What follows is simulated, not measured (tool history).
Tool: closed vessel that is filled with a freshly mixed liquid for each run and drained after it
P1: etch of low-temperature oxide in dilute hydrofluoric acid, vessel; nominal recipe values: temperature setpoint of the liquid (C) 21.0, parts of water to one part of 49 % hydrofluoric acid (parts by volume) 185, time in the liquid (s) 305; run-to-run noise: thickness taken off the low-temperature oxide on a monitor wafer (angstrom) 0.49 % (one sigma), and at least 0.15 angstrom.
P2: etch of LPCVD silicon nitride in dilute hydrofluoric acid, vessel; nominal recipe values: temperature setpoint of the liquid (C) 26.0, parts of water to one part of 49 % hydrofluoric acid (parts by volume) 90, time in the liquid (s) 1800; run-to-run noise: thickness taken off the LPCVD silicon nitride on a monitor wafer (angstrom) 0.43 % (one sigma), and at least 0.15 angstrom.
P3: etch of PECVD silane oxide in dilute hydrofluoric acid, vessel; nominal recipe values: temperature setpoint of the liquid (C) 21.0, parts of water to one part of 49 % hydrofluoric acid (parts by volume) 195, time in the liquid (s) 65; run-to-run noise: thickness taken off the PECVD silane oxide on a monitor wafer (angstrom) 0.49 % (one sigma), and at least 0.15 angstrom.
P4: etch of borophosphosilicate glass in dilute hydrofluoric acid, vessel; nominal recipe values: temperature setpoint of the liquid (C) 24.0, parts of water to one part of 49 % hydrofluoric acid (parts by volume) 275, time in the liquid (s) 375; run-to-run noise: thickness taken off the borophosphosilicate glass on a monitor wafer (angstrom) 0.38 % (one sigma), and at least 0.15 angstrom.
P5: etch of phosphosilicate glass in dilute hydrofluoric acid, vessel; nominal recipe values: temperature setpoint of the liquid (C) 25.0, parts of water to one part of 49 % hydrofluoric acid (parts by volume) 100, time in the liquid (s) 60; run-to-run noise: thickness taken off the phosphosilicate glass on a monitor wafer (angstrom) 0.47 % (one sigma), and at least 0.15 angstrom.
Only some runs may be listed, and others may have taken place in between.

run,hour,process that ran,temperature setpoint of the liquid (C),parts of water to one part of 49 % hydrofluoric acid (parts by volume),time in the liquid (s),hours since the thermometer was replaced,hours since the hydrofluoric acid flow meter was replaced,thickness taken off the low-temperature oxide on a monitor wafer (angstrom),thickness taken off the phosphosilicate glass on a monitor wafer (angstrom),thickness taken off the borophosphosilicate glass on a monitor wafer (angstrom),thickness taken off the LPCVD silicon nitride on a monitor wafer (angstrom),thickness taken off the PECVD silane oxide on a monitor wafer (angstrom)
1,3.6,P1,21.0,185,305,1806.2,157.2,350.780,,,,
2,6.8,P5,25.0,100,105,1809.4,160.4,,1169.50,,,
3,11.7,P4,24.0,45,375,1814.3,165.3,,,2546.80,,
4,14.7,P5,25.0,100,60,1817.3,168.3,,672.16,,,
5,17.6,P2,26.0,90,1800,1820.2,171.2,,,,109.750,
6,20.5,P1,21.0,185,305,1823.1,174.1,349.700,,,,
7,24.7,P3,21.0,195,65,1827.3,178.3,,,,,61.646
8,27.4,P3,21.0,195,65,1830.0,181.0,,,,,62.333
9,32.4,P5,25.0,160,60,1835.0,186.0,,390.50,,,
10,35.0,P1,21.0,185,305,1837.6,188.6,351.070,,,,
11,39.1,P5,17.0,100,60,1841.7,192.7,,482.90,,,
12,43.0,P1,21.0,185,40,1845.6,196.6,46.106,,,,
13,47.2,P1,21.0,60,305,1849.8,200.8,1245.500,,,,
14,49.6,P3,28.5,195,65,1852.2,203.2,,,,,82.095
15,54.1,P2,26.0,90,1800,1856.7,207.7,,,,110.450,
16,56.9,P4,24.0,275,375,1859.5,210.5,,,320.53,,
17,60.2,P1,17.0,185,495,1862.8,213.8,486.210,,,,
18,62.8,P1,17.0,185,305,1865.4,216.4,303.500,,,,
19,66.3,P1,21.0,185,305,1868.9,219.9,353.730,,,,
20,71.5,P2,26.0,90,3015,1874.1,225.1,,,,182.090,
21,74.2,P4,17.0,275,375,1876.8,227.8,,,245.91,,
22,78.6,P4,24.0,275,580,1881.2,232.2,,,495.40,,
23,83.5,P3,21.0,75,65,1886.1,237.1,,,,,183.550
# hour 83.7: hydrofluoric acid flow meter replaced
24,86.8,P1,25.0,185,305,1889.4,3.2,409.220,,,,
25,90.0,P1,21.0,295,305,1892.6,6.4,199.170,,,,
26,94.7,P2,30.5,90,1800,1897.3,11.1,,,,146.520,
27,97.9,P1,21.0,185,305,1900.5,14.3,350.420,,,,
28,103.3,P1,21.0,185,490,1905.9,19.7,558.830,,,,
29,105.9,P3,21.0,195,30,1908.5,22.3,,,,,28.859
30,110.8,P2,26.0,165,1800,1913.4,27.2,,,,60.489,
31,115.9,P1,21.0,185,305,1918.5,32.3,351.970,,,,
32,120.6,P1,21.0,185,305,1923.2,37.0,342.510,,,,
33,124.5,P1,21.0,185,305,1927.1,40.9,338.230,,,,
34,127.6,P1,21.0,185,305,1930.2,44.0,334.180,,,,
35,132.2,P1,21.0,185,305,1934.8,48.6,332.250,,,,
36,135.9,P1,21.0,185,305,1938.5,52.3,327.030,,,,
37,139.2,P1,21.0,185,305,1941.8,55.6,326.560,,,,
38,142.4,P1,21.0,185,305,1945.0,58.8,326.020,,,,
39,147.5,P1,21.0,185,305,1950.1,63.9,324.290,,,,
40,151.1,P1,21.0,185,305,1953.7,67.5,323.070,,,,
41,154.7,P1,21.0,185,305,1957.3,71.1,324.150,,,,
42,157.5,P1,21.0,185,305,1960.1,73.9,324.130,,,,

Something has made what P1 gives creep away from where it was; the 2 causes below, each at its own stated size, fit the log equally well:
A: liquid colder than its thermometer reads (K) = 2.07
B: hydrofluoric acid flow below the setpoint (%) = 6.52
The creep began at about hour 115.9.

4 check runs are offered, one wafer each, their results left as question marks. Which one tells the causes apart?
check 1,160.3,P4,17.5,170,375,,,,,?,,
check 2,160.3,P2,26.0,90,2715,,,,,,?,
check 3,160.3,P3,25.5,195,65,,,,,,,?
check 4,160.3,P5,25.0,100,90,,,,?,,,

Check results expected under each cause:
check,result,if A,if B
check 1,thickness taken off the borophosphosilicate glass on a monitor wafer (angstrom),411.89,414.23
check 2,thickness taken off the LPCVD silicon nitride on a monitor wafer (angstrom),144.600,154.940
check 3,thickness taken off the PECVD silane oxide on a monitor wafer (angstrom),68.092,67.675
check 4,thickness taken off the phosphosilicate glass on a monitor wafer (angstrom),926.61,932.12
Per check, the gap between the least separated pair of causes, taken in the result that splits them most: check 1 0.57 %; check 2 6.9 %; check 3 0.61 %; check 4 0.59 %
Check 2 is the one run that separates the causes; every other check would come out nearly the same whichever cause is at work.

Then check 2 was run and gave: thickness taken off the LPCVD silicon nitride on a monitor wafer (angstrom) 146.070. Which cause is it?

It was cause A: liquid colder than its thermometer reads (K).

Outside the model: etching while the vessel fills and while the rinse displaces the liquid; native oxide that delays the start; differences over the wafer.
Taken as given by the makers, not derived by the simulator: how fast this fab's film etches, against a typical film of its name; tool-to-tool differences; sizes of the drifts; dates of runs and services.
